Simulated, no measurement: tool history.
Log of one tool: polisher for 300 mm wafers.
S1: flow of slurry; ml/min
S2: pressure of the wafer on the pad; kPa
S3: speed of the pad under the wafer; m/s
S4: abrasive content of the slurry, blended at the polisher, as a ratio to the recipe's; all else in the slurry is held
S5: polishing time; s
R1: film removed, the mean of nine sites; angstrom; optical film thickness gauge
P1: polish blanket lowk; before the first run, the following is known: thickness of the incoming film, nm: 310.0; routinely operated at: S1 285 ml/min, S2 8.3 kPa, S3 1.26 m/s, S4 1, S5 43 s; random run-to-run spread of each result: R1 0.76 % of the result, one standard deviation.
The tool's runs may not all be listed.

Run 1, day 0.467: S1 285 ml/min, S2 8.3 kPa, S3 1.26 m/s, S4 1, S5 43 s. Result: R1 113.39 angstrom.
Run 2, day 1.062: S1 170 ml/min, S2 8.3 kPa, S3 1.26 m/s, S4 1, S5 43 s. Result: R1 108.41 angstrom.
Run 3, day 1.562: S1 285 ml/min, S2 4.1 kPa, S3 1.26 m/s, S4 1, S5 43 s. Result: R1 57.259 angstrom.
Run 4, day 2.129: S1 430 ml/min, S2 8.3 kPa, S3 1.26 m/s, S4 1, S5 43 s. Result: R1 118.55 angstrom.
Run 5, day 2.45: S1 285 ml/min, S2 8.3 kPa, S3 1.26 m/s, S4 1, S5 43 s. Result: R1 115.12 angstrom.
Run 6, day 2.838: S1 285 ml/min, S2 8.3 kPa, S3 1.26 m/s, S4 1, S5 43 s. Result: R1 114.1 angstrom.
Run 7, day 3.429: S1 285 ml/min, S2 8.3 kPa, S3 1.26 m/s, S4 1, S5 43 s. Result: R1 115.3 angstrom.
At day 3.458: head pressure recalibrated.
Run 8, day 3.979: S1 285 ml/min, S2 8.3 kPa, S3 1.26 m/s, S4 1, S5 25 s. Result: R1 67.565 angstrom.
Run 9, day 4.288: S1 285 ml/min, S2 8.3 kPa, S3 1.8 m/s, S4 1, S5 43 s. Result: R1 152.28 angstrom.
Run 10, day 4.629: S1 285 ml/min, S2 8.3 kPa, S3 1.26 m/s, S4 1, S5 55 s. Result: R1 148.44 angstrom.
Run 11, day 5.221: S1 285 ml/min, S2 11.7 kPa, S3 1.26 m/s, S4 0.5, S5 43 s. Result: R1 113.76 angstrom.
Run 12, day 5.525: S1 285 ml/min, S2 8.3 kPa, S3 1.26 m/s, S4 1, S5 43 s. Result: R1 114.75 angstrom.
Run 13, day 5.888: S1 285 ml/min, S2 12.4 kPa, S3 1.26 m/s, S4 1, S5 43 s. Result: R1 172.6 angstrom.
Run 14, day 6.462: S1 285 ml/min, S2 8.3 kPa, S3 1.26 m/s, S4 1.35, S5 43 s. Result: R1 129.88 angstrom.
Run 15, day 6.788: S1 285 ml/min, S2 8.3 kPa, S3 0.56 m/s, S4 1, S5 43 s. Result: R1 59.651 angstrom.
Run 16, day 7.129: S1 285 ml/min, S2 8.3 kPa, S3 1.26 m/s, S4 0.55, S5 43 s. Result: R1 84.454 angstrom.
Run 17, day 7.512: S1 285 ml/min, S2 8.3 kPa, S3 1.26 m/s, S4 1, S5 43 s. Result: R1 114.65 angstrom.
Run 18, day 7.8: S1 285 ml/min, S2 8.3 kPa, S3 1.26 m/s, S4 1, S5 43 s. Result: R1 114.99 angstrom.
Run 19, day 8.429: S1 285 ml/min, S2 8.3 kPa, S3 1.26 m/s, S4 1, S5 43 s. Result: R1 110.43 angstrom.
Run 20, day 8.75: S1 285 ml/min, S2 8.3 kPa, S3 1.26 m/s, S4 1, S5 43 s. Result: R1 108.58 angstrom.
Run 21, day 9.354: S1 285 ml/min, S2 8.3 kPa, S3 1.26 m/s, S4 1, S5 43 s. Result: R1 106.38 angstrom.

Run 22 has not been measured yet. What should we expect?
Run 22, day 9.671: S1 285 ml/min, S2 8.3 kPa, S3 1.26 m/s, S4 1, S5 43 s. Result: R1 ?.

R1: 106.61 angstrom

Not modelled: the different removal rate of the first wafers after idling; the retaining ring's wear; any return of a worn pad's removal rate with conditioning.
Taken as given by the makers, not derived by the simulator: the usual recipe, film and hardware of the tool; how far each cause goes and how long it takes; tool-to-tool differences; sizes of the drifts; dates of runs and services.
